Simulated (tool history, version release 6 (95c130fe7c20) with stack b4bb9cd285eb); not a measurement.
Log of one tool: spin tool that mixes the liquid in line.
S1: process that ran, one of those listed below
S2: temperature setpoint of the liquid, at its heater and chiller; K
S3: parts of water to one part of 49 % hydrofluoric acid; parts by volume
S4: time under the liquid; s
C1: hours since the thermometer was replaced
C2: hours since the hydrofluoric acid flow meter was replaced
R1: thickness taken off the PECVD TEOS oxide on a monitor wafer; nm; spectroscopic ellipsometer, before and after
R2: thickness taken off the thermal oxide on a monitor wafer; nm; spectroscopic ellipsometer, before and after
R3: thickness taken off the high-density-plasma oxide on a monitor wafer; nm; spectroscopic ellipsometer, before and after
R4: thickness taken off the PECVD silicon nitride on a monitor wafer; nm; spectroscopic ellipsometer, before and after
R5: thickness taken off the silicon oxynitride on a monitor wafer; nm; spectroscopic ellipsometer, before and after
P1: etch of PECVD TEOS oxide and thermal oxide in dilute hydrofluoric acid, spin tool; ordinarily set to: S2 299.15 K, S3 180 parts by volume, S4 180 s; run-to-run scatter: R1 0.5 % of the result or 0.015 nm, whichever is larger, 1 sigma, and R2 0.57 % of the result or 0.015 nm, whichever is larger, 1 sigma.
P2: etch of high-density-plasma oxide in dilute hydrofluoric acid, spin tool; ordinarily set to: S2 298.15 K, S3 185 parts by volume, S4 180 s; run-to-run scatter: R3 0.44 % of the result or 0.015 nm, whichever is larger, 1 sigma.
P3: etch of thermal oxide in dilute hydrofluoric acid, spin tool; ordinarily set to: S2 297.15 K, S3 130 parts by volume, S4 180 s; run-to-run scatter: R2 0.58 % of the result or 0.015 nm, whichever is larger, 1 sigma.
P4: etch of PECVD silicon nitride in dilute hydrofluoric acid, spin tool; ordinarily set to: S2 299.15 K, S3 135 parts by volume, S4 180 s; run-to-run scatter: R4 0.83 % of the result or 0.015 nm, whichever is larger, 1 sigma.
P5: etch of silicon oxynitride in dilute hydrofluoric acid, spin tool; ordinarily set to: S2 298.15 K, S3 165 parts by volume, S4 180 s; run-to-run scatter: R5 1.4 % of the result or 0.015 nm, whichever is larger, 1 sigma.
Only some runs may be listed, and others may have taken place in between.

run,hour,S1,S2,S3,S4,C1,C2,R1,R2,R3,R4,R5
1,4.6,P1,299.15,180,180,763.7,304.4,15.559,4.6354,,,
2,9.6,P2,298.15,185,265,768.7,309.4,,,9.6184,,
3,14.9,P4,299.15,135,180,774,314.7,,,,2.925,
4,23,P4,299.15,20,180,782.1,322.8,,,,18.836,
5,31.7,P1,299.15,80,50,790.8,331.5,11.159,3.3272,,,
6,37,P3,297.15,130,265,796.1,336.8,,9.107,,,
7,46.3,P1,299.15,110,180,805.4,346.1,27.982,8.2224,,,
8,51.7,P4,299.15,135,180,810.8,351.5,,,,2.9443,
9,61.4,P1,299.15,180,180,820.5,361.2,15.845,4.6234,,,
10,66.2,P4,307.15,135,180,825.3,366,,,,4.7595,
11,76.5,P4,299.15,135,65,835.6,376.3,,,,1.0537,
12,86.1,P3,297.15,130,180,845.2,385.9,,6.1383,,,
13,91.1,P1,299.15,180,180,850.2,390.9,15.802,4.6971,,,
14,101.3,P2,298.15,185,180,860.4,401.1,,,6.5321,,
15,106.2,P5,292.15,165,180,865.3,406,,,,,1.1894
16,115.5,P2,298.15,185,180,874.6,415.3,,,6.5333,,
17,125.5,P3,297.15,130,180,884.6,425.3,,6.1546,,,
18,132.7,P3,292.15,130,180,891.8,432.5,,5.0692,,,
19,142.6,P2,290.65,185,180,901.7,442.4,,,4.933,,
20,149.1,P1,299.15,180,40,908.2,448.9,3.4682,1.0455,,,
21,153.9,P5,298.15,165,310,913,453.7,,,,,2.7097
22,162.9,P1,306.15,180,180,922,462.7,19.942,5.9635,,,
23,172.2,P5,298.15,165,180,931.3,472,,,,,1.6026
24,180.9,P1,291.65,180,180,940,480.7,11.714,3.5136,,,
25,189.2,P1,299.15,180,180,948.3,489,15.758,4.6548,,,
26,196,P2,298.15,330,180,955.1,495.8,,,3.1633,,
27,203.6,P1,299.15,270,105,962.7,503.4,5.5805,1.6035,,,

Predict the results of run 28:
28,208.8,P1,299.15,180,280,967.9,508.6,?,?,,,

Run 28 yielded R1 24.464 nm, R2 7.2989 nm.
